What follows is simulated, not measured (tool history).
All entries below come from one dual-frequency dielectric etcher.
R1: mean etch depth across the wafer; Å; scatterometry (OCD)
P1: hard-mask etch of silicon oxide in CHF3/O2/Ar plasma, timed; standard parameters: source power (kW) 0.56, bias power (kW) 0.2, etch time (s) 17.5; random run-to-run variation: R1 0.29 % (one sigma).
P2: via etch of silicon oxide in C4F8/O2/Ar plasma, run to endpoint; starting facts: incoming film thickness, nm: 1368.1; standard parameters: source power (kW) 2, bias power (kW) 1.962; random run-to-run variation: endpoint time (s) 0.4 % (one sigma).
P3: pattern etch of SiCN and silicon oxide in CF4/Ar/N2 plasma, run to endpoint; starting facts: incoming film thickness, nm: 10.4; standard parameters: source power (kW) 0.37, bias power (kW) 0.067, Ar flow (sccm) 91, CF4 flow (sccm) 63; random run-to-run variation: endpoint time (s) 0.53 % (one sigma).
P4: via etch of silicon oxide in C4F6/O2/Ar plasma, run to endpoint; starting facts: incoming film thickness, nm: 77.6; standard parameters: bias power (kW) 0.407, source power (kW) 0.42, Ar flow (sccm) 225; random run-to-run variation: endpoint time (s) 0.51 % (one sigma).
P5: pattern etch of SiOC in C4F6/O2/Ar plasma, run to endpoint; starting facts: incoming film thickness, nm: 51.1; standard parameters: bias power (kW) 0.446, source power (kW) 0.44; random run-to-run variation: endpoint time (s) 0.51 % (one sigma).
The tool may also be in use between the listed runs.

{"run": 1, "hour": 6.0, "process that ran": "P1", "source power (kW)": 0.56, "bias power (kW)": 0.2, "etch time (s)": 17.5, "R1": 354.41}
{"run": 2, "hour": 14.5, "process that ran": "P3", "source power (kW)": 0.37, "bias power (kW)": 0.067, "Ar flow (sccm)": 91, "CF4 flow (sccm)": 63, "endpoint time (s)": 15.159}
{"run": 3, "hour": 21.2, "process that ran": "P1", "source power (kW)": 0.56, "bias power (kW)": 0.2, "etch time (s)": 17.5, "R1": 354.08}
{"run": 4, "hour": 29.1, "process that ran": "P2", "source power (kW)": 2, "bias power (kW)": 1.962, "endpoint time (s)": 276.4}
{"run": 5, "hour": 37.1, "process that ran": "P1", "source power (kW)": 0.56, "bias power (kW)": 0.2, "etch time (s)": 24.5, "R1": 496.25}
{"run": 6, "hour": 44.8, "process that ran": "P4", "source power (kW)": 0.28, "bias power (kW)": 0.407, "Ar flow (sccm)": 225, "endpoint time (s)": 20.347}
{"run": 7, "hour": 51.1, "process that ran": "P1", "source power (kW)": 0.56, "bias power (kW)": 0.265, "etch time (s)": 24.5, "R1": 551.39}
{"run": 8, "hour": 57.4, "process that ran": "P4", "source power (kW)": 0.42, "bias power (kW)": 0.407, "Ar flow (sccm)": 225, "endpoint time (s)": 17.541}
{"run": 9, "hour": 64.0, "process that ran": "P4", "source power (kW)": 0.42, "bias power (kW)": 0.558, "Ar flow (sccm)": 225, "endpoint time (s)": 15.591}
{"hour": 71.0, "done": "wet clean of the chamber"}
{"run": 10, "hour": 72.3, "process that ran": "P2", "source power (kW)": 2, "bias power (kW)": 2.757, "endpoint time (s)": 250.98}
{"run": 11, "hour": 77.7, "process that ran": "P1", "source power (kW)": 0.68, "bias power (kW)": 0.2, "etch time (s)": 17.5, "R1": 382.87}
{"run": 12, "hour": 82.7, "process that ran": "P5", "source power (kW)": 0.61, "bias power (kW)": 0.446, "endpoint time (s)": 15.369}
{"run": 13, "hour": 89.7, "process that ran": "P3", "source power (kW)": 0.37, "bias power (kW)": 0.092, "Ar flow (sccm)": 91, "CF4 flow (sccm)": 63, "endpoint time (s)": 13.443}
{"run": 14, "hour": 99.3, "process that ran": "P1", "source power (kW)": 0.56, "bias power (kW)": 0.143, "etch time (s)": 17.5, "R1": 316.42}
{"run": 15, "hour": 104.2, "process that ran": "P5", "source power (kW)": 0.44, "bias power (kW)": 0.355, "endpoint time (s)": 18.612}
{"run": 16, "hour": 113.4, "process that ran": "P5", "source power (kW)": 0.44, "bias power (kW)": 0.446, "endpoint time (s)": 17.491}
{"run": 17, "hour": 121.9, "process that ran": "P4", "source power (kW)": 0.42, "bias power (kW)": 0.407, "Ar flow (sccm)": 281, "endpoint time (s)": 17.956}
{"run": 18, "hour": 128.2, "process that ran": "P1", "source power (kW)": 0.56, "bias power (kW)": 0.2, "etch time (s)": 10, "R1": 202.31}
{"run": 19, "hour": 135.4, "process that ran": "P1", "source power (kW)": 0.43, "bias power (kW)": 0.2, "etch time (s)": 17.5, "R1": 321.66}
{"run": 20, "hour": 140.9, "process that ran": "P1", "source power (kW)": 0.56, "bias power (kW)": 0.2, "etch time (s)": 17.5, "R1": 354.1}
{"run": 21, "hour": 151.3, "process that ran": "P2", "source power (kW)": 2.65, "bias power (kW)": 1.962, "endpoint time (s)": 248.99}
{"run": 22, "hour": 158.2, "process that ran": "P1", "source power (kW)": 0.56, "bias power (kW)": 0.2, "etch time (s)": 17.5, "R1": 355.78}
{"run": 23, "hour": 168.4, "process that ran": "P3", "source power (kW)": 0.37, "bias power (kW)": 0.067, "Ar flow (sccm)": 91, "CF4 flow (sccm)": 43, "endpoint time (s)": 16.04}
{"run": 24, "hour": 175.9, "process that ran": "P3", "source power (kW)": 0.37, "bias power (kW)": 0.067, "Ar flow (sccm)": 125, "CF4 flow (sccm)": 63, "endpoint time (s)": 15.845}
{"run": 25, "hour": 183.2, "process that ran": "P3", "source power (kW)": 0.37, "bias power (kW)": 0.067, "Ar flow (sccm)": 91, "CF4 flow (sccm)": 63, "endpoint time (s)": 15.191}
{"run": 26, "hour": 188.1, "process that ran": "P3", "source power (kW)": 0.23, "bias power (kW)": 0.067, "Ar flow (sccm)": 91, "CF4 flow (sccm)": 63, "endpoint time (s)": 22.858}
{"run": 27, "hour": 197.1, "process that ran": "P1", "source power (kW)": 0.56, "bias power (kW)": 0.278, "etch time (s)": 17.5, "R1": 398.8}
{"run": 28, "hour": 202.3, "process that ran": "P1", "source power (kW)": 0.56, "bias power (kW)": 0.2, "etch time (s)": 17.5, "R1": 354.99}
{"run": 29, "hour": 208.9, "process that ran": "P1", "source power (kW)": 0.56, "bias power (kW)": 0.2, "etch time (s)": 17.5, "R1": 352.68}
{"run": 30, "hour": 219.6, "process that ran": "P1", "source power (kW)": 0.56, "bias power (kW)": 0.2, "etch time (s)": 17.5, "R1": 351.79}
{"run": 31, "hour": 229.5, "process that ran": "P1", "source power (kW)": 0.56, "bias power (kW)": 0.2, "etch time (s)": 17.5, "R1": 351.32}
{"run": 32, "hour": 234.4, "process that ran": "P1", "source power (kW)": 0.56, "bias power (kW)": 0.2, "etch time (s)": 17.5, "R1": 349.15}
{"run": 33, "hour": 243.5, "process that ran": "P1", "source power (kW)": 0.56, "bias power (kW)": 0.2, "etch time (s)": 17.5, "R1": 349.73}
{"run": 34, "hour": 249.9, "process that ran": "P1", "source power (kW)": 0.56, "bias power (kW)": 0.2, "etch time (s)": 17.5, "R1": 348.44}
{"hour": 250.5, "done": "wet clean of the chamber"}
{"run": 35, "hour": 259.6, "process that ran": "P1", "source power (kW)": 0.56, "bias power (kW)": 0.2, "etch time (s)": 17.5, "R1": 348.81}
{"run": 36, "hour": 269.1, "process that ran": "P1", "source power (kW)": 0.56, "bias power (kW)": 0.2, "etch time (s)": 17.5, "R1": 349.83}

Something has made what P1 gives creep away from where it was; the 2 causes below, each at its own stated size, fit the log equally well:
A: source power that arrives under what is set, % = 4.23
B: bias power that arrives under what is set, % = 4.67
The gradual shift began around hour 202.3.
All other causes, with the reason each is excluded:
chamber walls in a state that lowers the etch rate, %: serviced at hour 250.5, after the drift had started, without restoring the earlier output

Of the 4 check runs below, each run on 5 wafers with the results averaged and each result still a question mark, which one would tell the listed causes apart?
{"run": "check 1", "hour": 278.6, "process that ran": "P2", "source power (kW)": 2.56, "bias power (kW)": 1.962, "endpoint time (s)": "?"}
{"run": "check 2", "hour": 278.6, "process that ran": "P5", "source power (kW)": 0.53, "bias power (kW)": 0.446, "endpoint time (s)": "?"}
{"run": "check 3", "hour": 278.6, "process that ran": "P4", "source power (kW)": 0.34, "bias power (kW)": 0.512, "Ar flow (sccm)": 225, "endpoint time (s)": "?"}
{"run": "check 4", "hour": 278.6, "process that ran": "P3", "source power (kW)": 0.37, "bias power (kW)": 0.092, "Ar flow (sccm)": 91, "CF4 flow (sccm)": 63, "endpoint time (s)": "?"}

How each check would come out, cause by cause:
check=check_1 result=endpoint_time_(s) if_A=255.83 if_B=254.79
check=check_2 result=endpoint_time_(s) if_A=16.342 if_B=16.36
check=check_3 result=endpoint_time_(s) if_A=17.694 if_B=17.732
check=check_4 result=endpoint_time_(s) if_A=14.028 if_B=13.741
Per check, the gap between the least separated pair of causes, taken in the result that splits them most: check 1 0.41 %; check 2 0.11 %; check 3 0.22 %; check 4 2.07 %
Only check 4 tells the causes apart: in the others they would give nearly the same result.

The results of check 4 are: endpoint time (s) 14.007. Based on these, which of the listed causes is it?

It is A: source power that arrives under what is set, %.
